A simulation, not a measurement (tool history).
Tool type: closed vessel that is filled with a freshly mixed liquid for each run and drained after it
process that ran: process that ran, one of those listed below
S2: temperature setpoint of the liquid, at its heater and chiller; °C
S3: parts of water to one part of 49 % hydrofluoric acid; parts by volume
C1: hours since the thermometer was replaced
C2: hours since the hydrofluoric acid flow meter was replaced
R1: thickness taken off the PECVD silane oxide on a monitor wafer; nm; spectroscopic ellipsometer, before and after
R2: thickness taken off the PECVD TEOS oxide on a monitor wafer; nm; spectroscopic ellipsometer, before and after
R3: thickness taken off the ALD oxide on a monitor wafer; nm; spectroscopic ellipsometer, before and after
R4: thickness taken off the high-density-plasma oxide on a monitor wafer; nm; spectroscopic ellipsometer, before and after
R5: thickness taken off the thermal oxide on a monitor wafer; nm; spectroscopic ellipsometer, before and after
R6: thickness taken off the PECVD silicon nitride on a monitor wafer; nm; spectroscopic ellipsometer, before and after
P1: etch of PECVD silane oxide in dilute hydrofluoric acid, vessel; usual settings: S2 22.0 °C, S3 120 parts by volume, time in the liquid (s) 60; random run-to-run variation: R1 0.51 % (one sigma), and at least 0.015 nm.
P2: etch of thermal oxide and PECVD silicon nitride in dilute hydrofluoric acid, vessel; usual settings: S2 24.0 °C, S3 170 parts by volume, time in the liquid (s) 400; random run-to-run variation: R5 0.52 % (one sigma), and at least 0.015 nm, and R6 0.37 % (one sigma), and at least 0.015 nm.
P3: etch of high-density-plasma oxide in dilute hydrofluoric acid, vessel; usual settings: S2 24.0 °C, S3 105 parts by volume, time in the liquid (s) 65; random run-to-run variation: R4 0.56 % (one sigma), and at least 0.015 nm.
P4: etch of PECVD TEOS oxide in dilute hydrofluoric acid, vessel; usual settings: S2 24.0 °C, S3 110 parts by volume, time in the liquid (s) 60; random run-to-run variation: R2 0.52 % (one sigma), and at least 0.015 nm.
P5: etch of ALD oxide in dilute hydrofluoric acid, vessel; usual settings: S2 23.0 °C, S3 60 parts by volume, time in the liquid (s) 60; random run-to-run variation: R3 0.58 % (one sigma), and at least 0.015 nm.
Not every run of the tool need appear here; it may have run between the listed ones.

{"run": 1, "hour": 3.3, "process that ran": "P1", "S2": 22.0, "S3": 120, "time in the liquid (s)": 60, "C1": 200.2, "C2": 1873.4, "R1": 13.669}
{"run": 2, "hour": 7.8, "process that ran": "P4", "S2": 24.0, "S3": 110, "time in the liquid (s)": 60, "C1": 204.7, "C2": 1877.9, "R2": 6.0849}
{"run": 3, "hour": 10.9, "process that ran": "P5", "S2": 17.0, "S3": 60, "time in the liquid (s)": 60, "C1": 207.8, "C2": 1881.0, "R3": 17.343}
{"run": 4, "hour": 15.5, "process that ran": "P1", "S2": 22.0, "S3": 185, "time in the liquid (s)": 110, "C1": 212.4, "C2": 1885.6, "R1": 15.171}
{"run": 5, "hour": 18.9, "process that ran": "P3", "S2": 24.0, "S3": 105, "time in the liquid (s)": 65, "C1": 215.8, "C2": 1889.0, "R4": 6.3431}
{"run": 6, "hour": 24.1, "process that ran": "P3", "S2": 29.5, "S3": 105, "time in the liquid (s)": 65, "C1": 221.0, "C2": 1894.2, "R4": 7.7677}
{"run": 7, "hour": 29.7, "process that ran": "P5", "S2": 23.0, "S3": 60, "time in the liquid (s)": 60, "C1": 226.6, "C2": 1899.8, "R3": 22.541}
{"run": 8, "hour": 34.6, "process that ran": "P5", "S2": 23.0, "S3": 35, "time in the liquid (s)": 60, "C1": 231.5, "C2": 1904.7, "R3": 39.621}
{"run": 9, "hour": 39.5, "process that ran": "P2", "S2": 24.0, "S3": 105, "time in the liquid (s)": 400, "C1": 236.4, "C2": 1909.6, "R5": 17.874, "R6": 11.756}
{"run": 10, "hour": 43.5, "process that ran": "P1", "S2": 22.0, "S3": 120, "time in the liquid (s)": 30, "C1": 240.4, "C2": 1913.6, "R1": 6.8732}
{"run": 11, "hour": 47.6, "process that ran": "P4", "S2": 24.0, "S3": 160, "time in the liquid (s)": 60, "C1": 244.5, "C2": 1917.7, "R2": 3.9606}
{"run": 12, "hour": 52.0, "process that ran": "P1", "S2": 22.0, "S3": 120, "time in the liquid (s)": 60, "C1": 248.9, "C2": 1922.1, "R1": 13.731}
{"run": 13, "hour": 54.9, "process that ran": "P3", "S2": 24.0, "S3": 105, "time in the liquid (s)": 100, "C1": 251.8, "C2": 1925.0, "R4": 9.7215}
{"run": 14, "hour": 59.7, "process that ran": "P1", "S2": 17.0, "S3": 120, "time in the liquid (s)": 60, "C1": 256.6, "C2": 1929.8, "R1": 11.207}
{"run": 15, "hour": 64.6, "process that ran": "P1", "S2": 22.0, "S3": 120, "time in the liquid (s)": 60, "C1": 261.5, "C2": 1934.7, "R1": 13.706}
{"run": 16, "hour": 70.3, "process that ran": "P1", "S2": 22.0, "S3": 190, "time in the liquid (s)": 30, "C1": 267.2, "C2": 1940.4, "R1": 4.0138}
{"run": 17, "hour": 73.3, "process that ran": "P3", "S2": 24.0, "S3": 105, "time in the liquid (s)": 65, "C1": 270.2, "C2": 1943.4, "R4": 6.2778}
{"run": 18, "hour": 76.7, "process that ran": "P1", "S2": 22.0, "S3": 120, "time in the liquid (s)": 120, "C1": 273.6, "C2": 1946.8, "R1": 27.319}
{"run": 19, "hour": 81.9, "process that ran": "P5", "S2": 23.0, "S3": 60, "time in the liquid (s)": 30, "C1": 278.8, "C2": 1952.0, "R3": 11.046}
{"run": 20, "hour": 86.8, "process that ran": "P1", "S2": 26.0, "S3": 120, "time in the liquid (s)": 60, "C1": 283.7, "C2": 1956.9, "R1": 16.136}
{"run": 21, "hour": 89.9, "process that ran": "P3", "S2": 24.0, "S3": 145, "time in the liquid (s)": 65, "C1": 286.8, "C2": 1960.0, "R4": 4.3599}
{"run": 22, "hour": 94.7, "process that ran": "P2", "S2": 24.0, "S3": 170, "time in the liquid (s)": 400, "C1": 291.6, "C2": 1964.8, "R5": 10.159, "R6": 7.2914}
{"run": 23, "hour": 98.7, "process that ran": "P4", "S2": 17.5, "S3": 110, "time in the liquid (s)": 60, "C1": 295.6, "C2": 1968.8, "R2": 4.7062}
{"run": 24, "hour": 102.3, "process that ran": "P1", "S2": 22.0, "S3": 120, "time in the liquid (s)": 60, "C1": 299.2, "C2": 1972.4, "R1": 13.653}
{"run": 25, "hour": 105.4, "process that ran": "P4", "S2": 24.0, "S3": 110, "time in the liquid (s)": 60, "C1": 302.3, "C2": 1975.5, "R2": 6.0718}
{"run": 26, "hour": 108.8, "process that ran": "P2", "S2": 28.0, "S3": 170, "time in the liquid (s)": 400, "C1": 305.7, "C2": 1978.9, "R5": 11.732, "R6": 9.396}
{"run": 27, "hour": 114.2, "process that ran": "P1", "S2": 22.0, "S3": 120, "time in the liquid (s)": 60, "C1": 311.1, "C2": 1984.3, "R1": 13.708}
{"run": 28, "hour": 120.0, "process that ran": "P4", "S2": 24.0, "S3": 110, "time in the liquid (s)": 100, "C1": 316.9, "C2": 1990.1, "R2": 10.195}
{"run": 29, "hour": 124.2, "process that ran": "P1", "S2": 17.0, "S3": 80, "time in the liquid (s)": 60, "C1": 321.1, "C2": 1994.3, "R1": 17.507}
{"run": 30, "hour": 128.7, "process that ran": "P1", "S2": 22.0, "S3": 40, "time in the liquid (s)": 60, "C1": 325.6, "C2": 1998.8, "R1": 45.447}
{"run": 31, "hour": 133.1, "process that ran": "P1", "S2": 22.0, "S3": 175, "time in the liquid (s)": 60, "C1": 330.0, "C2": 2003.2, "R1": 8.9024}
{"run": 32, "hour": 136.9, "process that ran": "P2", "S2": 24.0, "S3": 170, "time in the liquid (s)": 785, "C1": 333.8, "C2": 2007.0, "R5": 20.223, "R6": 14.42}
{"run": 33, "hour": 139.5, "process that ran": "P5", "S2": 23.0, "S3": 60, "time in the liquid (s)": 60, "C1": 336.4, "C2": 2009.6, "R3": 22.226}
{"run": 34, "hour": 143.0, "process that ran": "P1", "S2": 22.0, "S3": 120, "time in the liquid (s)": 60, "C1": 339.9, "C2": 2013.1, "R1": 13.826}
{"run": 35, "hour": 145.8, "process that ran": "P1", "S2": 22.0, "S3": 120, "time in the liquid (s)": 60, "C1": 342.7, "C2": 2015.9, "R1": 14.239}
{"run": 36, "hour": 151.4, "process that ran": "P1", "S2": 22.0, "S3": 120, "time in the liquid (s)": 60, "C1": 348.3, "C2": 2021.5, "R1": 14.529}
{"run": 37, "hour": 157.0, "process that ran": "P1", "S2": 22.0, "S3": 120, "time in the liquid (s)": 60, "C1": 353.9, "C2": 2027.1, "R1": 14.875}
{"run": 38, "hour": 162.0, "process that ran": "P1", "S2": 22.0, "S3": 120, "time in the liquid (s)": 60, "C1": 358.9, "C2": 2032.1, "R1": 14.979}
{"run": 39, "hour": 167.0, "process that ran": "P1", "S2": 22.0, "S3": 120, "time in the liquid (s)": 60, "C1": 363.9, "C2": 2037.1, "R1": 14.929}
{"run": 40, "hour": 172.5, "process that ran": "P1", "S2": 22.0, "S3": 120, "time in the liquid (s)": 60, "C1": 369.4, "C2": 2042.6, "R1": 15.19}
{"run": 41, "hour": 176.6, "process that ran": "P1", "S2": 22.0, "S3": 120, "time in the liquid (s)": 60, "C1": 373.5, "C2": 2046.7, "R1": 15.118}

P1 no longer gives what it gave before; its output has crept away from where it was. The following 2 causes, each at its listed size, fit the log equally well:
A: liquid hotter than its thermometer reads (K) = 2.43
B: hydrofluoric acid flow above the setpoint (%) = 8.81
At approximately hour 143.0, the process output began to creep.

4 check runs are offered, one wafer each, their results left as question marks. Which one tells the causes apart?
{"run": "check 1", "hour": 180.7, "process that ran": "P4", "S2": 24.0, "S3": 110, "time in the liquid (s)": 60, "R2": "?"}
{"run": "check 2", "hour": 180.7, "process that ran": "P3", "S2": 24.0, "S3": 105, "time in the liquid (s)": 65, "R4": "?"}
{"run": "check 3", "hour": 180.7, "process that ran": "P5", "S2": 23.0, "S3": 60, "time in the liquid (s)": 60, "R3": "?"}
{"run": "check 4", "hour": 180.7, "process that ran": "P2", "S2": 24.0, "S3": 170, "time in the liquid (s)": 400, "R5": "?", "R6": "?"}

Check results expected under each cause:
check=check_1 result=R2 if_A=6.7132 if_B=6.7187
check=check_2 result=R4 if_A=6.9134 if_B=6.9134
check=check_3 result=R3 if_A=24.570 if_B=24.366
check=check_4 result=R5 if_A=11.146 if_B=11.252
check=check_4 result=R6 if_A=8.5250 if_B=7.9464
Per check, the gap between the least separated pair of causes, taken in the result that splits them most: check 1 0.08 %; check 2 0 %; check 3 0.84 %; check 4 7.03 %
Of the check runs offered, only check 4 discriminates between the causes; the rest would read about the same regardless of which cause applies.

Check 4 has now been run. It gave: R5 11.127 nm; R6 8.4664 nm. Which of the candidate causes is it?

It is A: liquid hotter than its thermometer reads (K).
